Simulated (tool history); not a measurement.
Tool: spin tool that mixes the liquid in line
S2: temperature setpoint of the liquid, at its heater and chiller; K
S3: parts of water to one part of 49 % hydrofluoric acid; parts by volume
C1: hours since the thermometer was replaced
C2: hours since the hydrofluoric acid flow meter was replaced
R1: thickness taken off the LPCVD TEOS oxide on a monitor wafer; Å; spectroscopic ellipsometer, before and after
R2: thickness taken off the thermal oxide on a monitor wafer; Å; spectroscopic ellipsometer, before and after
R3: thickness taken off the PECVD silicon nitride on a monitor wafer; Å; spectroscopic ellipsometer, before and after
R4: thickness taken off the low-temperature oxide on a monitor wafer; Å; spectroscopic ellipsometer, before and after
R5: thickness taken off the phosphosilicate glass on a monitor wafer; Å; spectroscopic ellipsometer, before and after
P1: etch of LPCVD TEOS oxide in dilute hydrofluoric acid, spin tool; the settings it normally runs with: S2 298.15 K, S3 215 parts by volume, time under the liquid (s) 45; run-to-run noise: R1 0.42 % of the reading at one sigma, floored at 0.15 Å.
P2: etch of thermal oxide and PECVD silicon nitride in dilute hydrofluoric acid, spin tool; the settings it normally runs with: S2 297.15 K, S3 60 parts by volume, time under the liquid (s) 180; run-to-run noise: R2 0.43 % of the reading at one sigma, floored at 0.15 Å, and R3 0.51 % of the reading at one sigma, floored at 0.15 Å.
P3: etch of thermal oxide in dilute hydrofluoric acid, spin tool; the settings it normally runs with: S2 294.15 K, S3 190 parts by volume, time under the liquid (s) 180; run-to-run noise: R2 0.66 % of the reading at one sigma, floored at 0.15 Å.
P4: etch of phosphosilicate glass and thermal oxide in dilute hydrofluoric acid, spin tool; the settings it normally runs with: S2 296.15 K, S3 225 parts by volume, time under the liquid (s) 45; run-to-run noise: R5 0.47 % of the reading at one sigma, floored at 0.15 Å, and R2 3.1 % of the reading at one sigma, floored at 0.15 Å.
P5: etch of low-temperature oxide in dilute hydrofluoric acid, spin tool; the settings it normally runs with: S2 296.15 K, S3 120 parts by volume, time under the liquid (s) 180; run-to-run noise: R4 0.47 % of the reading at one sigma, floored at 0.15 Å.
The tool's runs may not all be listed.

{"run": 1, "hour": 8.0, "process that ran": "P1", "S2": 298.15, "S3": 215, "time under the liquid (s)": 45, "C1": 588.7, "C2": 823.2, "R1": 62.288}
{"run": 2, "hour": 20.4, "process that ran": "P3", "S2": 294.15, "S3": 310, "time under the liquid (s)": 180, "C1": 601.1, "C2": 835.6, "R2": 19.808}
{"run": 3, "hour": 29.4, "process that ran": "P1", "S2": 298.15, "S3": 215, "time under the liquid (s)": 45, "C1": 610.1, "C2": 844.6, "R1": 62.96}
{"run": 4, "hour": 39.9, "process that ran": "P1", "S2": 298.15, "S3": 215, "time under the liquid (s)": 45, "C1": 620.6, "C2": 855.1, "R1": 62.526}
{"run": 5, "hour": 47.3, "process that ran": "P1", "S2": 298.15, "S3": 395, "time under the liquid (s)": 45, "C1": 628.0, "C2": 862.5, "R1": 28.347}
{"run": 6, "hour": 57.6, "process that ran": "P1", "S2": 293.65, "S3": 215, "time under the liquid (s)": 45, "C1": 638.3, "C2": 872.8, "R1": 53.036}
{"run": 7, "hour": 66.2, "process that ran": "P2", "S2": 297.15, "S3": 20, "time under the liquid (s)": 180, "C1": 646.9, "C2": 881.4, "R2": 486.95, "R3": 402.49}
{"run": 8, "hour": 74.7, "process that ran": "P2", "S2": 290.15, "S3": 60, "time under the liquid (s)": 180, "C1": 655.4, "C2": 889.9, "R2": 114.41, "R3": 86.356}
{"run": 9, "hour": 81.9, "process that ran": "P5", "S2": 296.15, "S3": 120, "time under the liquid (s)": 180, "C1": 662.6, "C2": 897.1, "R4": 267.23}
{"hour": 91.0, "done": "thermometer replaced"}
{"run": 10, "hour": 93.0, "process that ran": "P3", "S2": 294.15, "S3": 190, "time under the liquid (s)": 180, "C1": 2.0, "C2": 908.2, "R2": 37.008}
{"run": 11, "hour": 103.0, "process that ran": "P1", "S2": 302.15, "S3": 215, "time under the liquid (s)": 45, "C1": 12.0, "C2": 918.2, "R1": 72.74}
{"run": 12, "hour": 114.8, "process that ran": "P1", "S2": 301.65, "S3": 295, "time under the liquid (s)": 45, "C1": 23.8, "C2": 930.0, "R1": 47.156}
{"run": 13, "hour": 125.8, "process that ran": "P1", "S2": 298.15, "S3": 215, "time under the liquid (s)": 45, "C1": 34.8, "C2": 941.0, "R1": 62.302}
{"run": 14, "hour": 134.0, "process that ran": "P1", "S2": 298.15, "S3": 215, "time under the liquid (s)": 45, "C1": 43.0, "C2": 949.2, "R1": 62.676}
{"run": 15, "hour": 143.5, "process that ran": "P4", "S2": 290.15, "S3": 225, "time under the liquid (s)": 45, "C1": 52.5, "C2": 958.7, "R2": 6.2688, "R5": 238.43}
{"run": 16, "hour": 153.3, "process that ran": "P5", "S2": 301.15, "S3": 120, "time under the liquid (s)": 180, "C1": 62.3, "C2": 968.5, "R4": 325.95}
{"run": 17, "hour": 160.0, "process that ran": "P3", "S2": 294.15, "S3": 190, "time under the liquid (s)": 330, "C1": 69.0, "C2": 975.2, "R2": 66.642}
{"run": 18, "hour": 167.8, "process that ran": "P1", "S2": 298.15, "S3": 215, "time under the liquid (s)": 70, "C1": 76.8, "C2": 983.0, "R1": 97.902}
{"run": 19, "hour": 179.3, "process that ran": "P1", "S2": 298.15, "S3": 65, "time under the liquid (s)": 45, "C1": 88.3, "C2": 994.5, "R1": 250.36}
{"run": 20, "hour": 190.8, "process that ran": "P5", "S2": 296.15, "S3": 195, "time under the liquid (s)": 180, "C1": 99.8, "C2": 1006.0, "R4": 150.94}
{"run": 21, "hour": 202.2, "process that ran": "P4", "S2": 296.15, "S3": 225, "time under the liquid (s)": 45, "C1": 111.2, "C2": 1017.4, "R2": 7.946, "R5": 301.4}
{"run": 22, "hour": 212.5, "process that ran": "P2", "S2": 297.15, "S3": 60, "time under the liquid (s)": 180, "C1": 121.5, "C2": 1027.7, "R2": 151.49, "R3": 139.28}
{"run": 23, "hour": 221.7, "process that ran": "P1", "S2": 298.15, "S3": 215, "time under the liquid (s)": 45, "C1": 130.7, "C2": 1036.9, "R1": 63.095}
{"run": 24, "hour": 228.6, "process that ran": "P5", "S2": 296.15, "S3": 120, "time under the liquid (s)": 180, "C1": 137.6, "C2": 1043.8, "R4": 268.93}
{"run": 25, "hour": 238.8, "process that ran": "P4", "S2": 296.15, "S3": 315, "time under the liquid (s)": 45, "C1": 147.8, "C2": 1054.0, "R2": 4.9556, "R5": 195.79}
{"run": 26, "hour": 245.1, "process that ran": "P2", "S2": 297.15, "S3": 60, "time under the liquid (s)": 305, "C1": 154.1, "C2": 1060.3, "R2": 257.76, "R3": 234.09}
{"run": 27, "hour": 253.1, "process that ran": "P1", "S2": 298.15, "S3": 215, "time under the liquid (s)": 45, "C1": 162.1, "C2": 1068.3, "R1": 62.9}
{"run": 28, "hour": 263.6, "process that ran": "P4", "S2": 296.15, "S3": 225, "time under the liquid (s)": 25, "C1": 172.6, "C2": 1078.8, "R2": 4.5494, "R5": 167.6}
{"run": 29, "hour": 269.8, "process that ran": "P3", "S2": 294.15, "S3": 190, "time under the liquid (s)": 180, "C1": 178.8, "C2": 1085.0, "R2": 36.418}
{"run": 30, "hour": 280.8, "process that ran": "P5", "S2": 296.15, "S3": 120, "time under the liquid (s)": 305, "C1": 189.8, "C2": 1096.0, "R4": 457.7}
{"run": 31, "hour": 290.1, "process that ran": "P3", "S2": 302.15, "S3": 190, "time under the liquid (s)": 180, "C1": 199.1, "C2": 1105.3, "R2": 49.997}
{"run": 32, "hour": 301.7, "process that ran": "P1", "S2": 303.65, "S3": 215, "time under the liquid (s)": 65, "C1": 210.7, "C2": 1116.9, "R1": 110.92}
{"run": 33, "hour": 307.3, "process that ran": "P1", "S2": 298.15, "S3": 215, "time under the liquid (s)": 15, "C1": 216.3, "C2": 1122.5, "R1": 21.07}
{"run": 34, "hour": 318.2, "process that ran": "P1", "S2": 298.15, "S3": 215, "time under the liquid (s)": 45, "C1": 227.2, "C2": 1133.4, "R1": 62.478}
{"run": 35, "hour": 326.6, "process that ran": "P1", "S2": 298.15, "S3": 215, "time under the liquid (s)": 45, "C1": 235.6, "C2": 1141.8, "R1": 61.008}
{"run": 36, "hour": 332.7, "process that ran": "P1", "S2": 298.15, "S3": 215, "time under the liquid (s)": 45, "C1": 241.7, "C2": 1147.9, "R1": 60.163}
{"run": 37, "hour": 342.9, "process that ran": "P1", "S2": 298.15, "S3": 215, "time under the liquid (s)": 45, "C1": 251.9, "C2": 1158.1, "R1": 59.778}
{"run": 38, "hour": 353.6, "process that ran": "P1", "S2": 298.15, "S3": 215, "time under the liquid (s)": 45, "C1": 262.6, "C2": 1168.8, "R1": 59.222}
{"run": 39, "hour": 364.3, "process that ran": "P1", "S2": 298.15, "S3": 215, "time under the liquid (s)": 45, "C1": 273.3, "C2": 1179.5, "R1": 59.317}
{"run": 40, "hour": 370.0, "process that ran": "P1", "S2": 298.15, "S3": 215, "time under the liquid (s)": 45, "C1": 279.0, "C2": 1185.2, "R1": 59.202}

P1 has crept away from where it was. The log is fitted equally well by each of these 2 causes, at the sizes shown:
A: liquid colder than its thermometer reads (K) = 1.65
B: hydrofluoric acid flow below the setpoint (%) = 4.75
Onset of the creep was near hour 318.2.

Which of the 4 check runs listed below separates the causes, so that each cause would produce a clearly different result? Each run uses one wafer, and its results are marked with question marks.
{"run": "check 1", "hour": 375.7, "process that ran": "P3", "S2": 301.15, "S3": 190, "time under the liquid (s)": 180, "R2": "?"}
{"run": "check 2", "hour": 375.7, "process that ran": "P5", "S2": 296.15, "S3": 185, "time under the liquid (s)": 250, "R4": "?"}
{"run": "check 3", "hour": 375.7, "process that ran": "P2", "S2": 290.15, "S3": 60, "time under the liquid (s)": 245, "R2": "?", "R3": "?"}
{"run": "check 4", "hour": 375.7, "process that ran": "P4", "S2": 290.15, "S3": 225, "time under the liquid (s)": 45, "R2": "?", "R5": "?"}

How each check would come out, cause by cause:
check=check_1 result=R2 if_A=44.8020 if_B=44.7750
check=check_2 result=R4 if_A=210.96 if_B=211.87
check=check_3 result=R2 if_A=144.3100 if_B=147.2100
check=check_3 result=R3 if_A=103.970 if_B=111.550
check=check_4 result=R2 if_A=5.7705 if_B=5.8105
check=check_4 result=R5 if_A=224.81 if_B=226.37
Separation of the two closest causes in each check, using whichever result separates them best: check 1 0.06 %; check 2 0.43 %; check 3 7.04 %; check 4 0.69 %
Only in check 3 would the causes give clearly different results; in the remaining checks their results would be nearly the same.

The results of check 3 are: R2 147.1700 Å; R3 111.750 Å. Based on these, which of the listed causes is it?

B is the cause: hydrofluoric acid flow below the setpoint (%).

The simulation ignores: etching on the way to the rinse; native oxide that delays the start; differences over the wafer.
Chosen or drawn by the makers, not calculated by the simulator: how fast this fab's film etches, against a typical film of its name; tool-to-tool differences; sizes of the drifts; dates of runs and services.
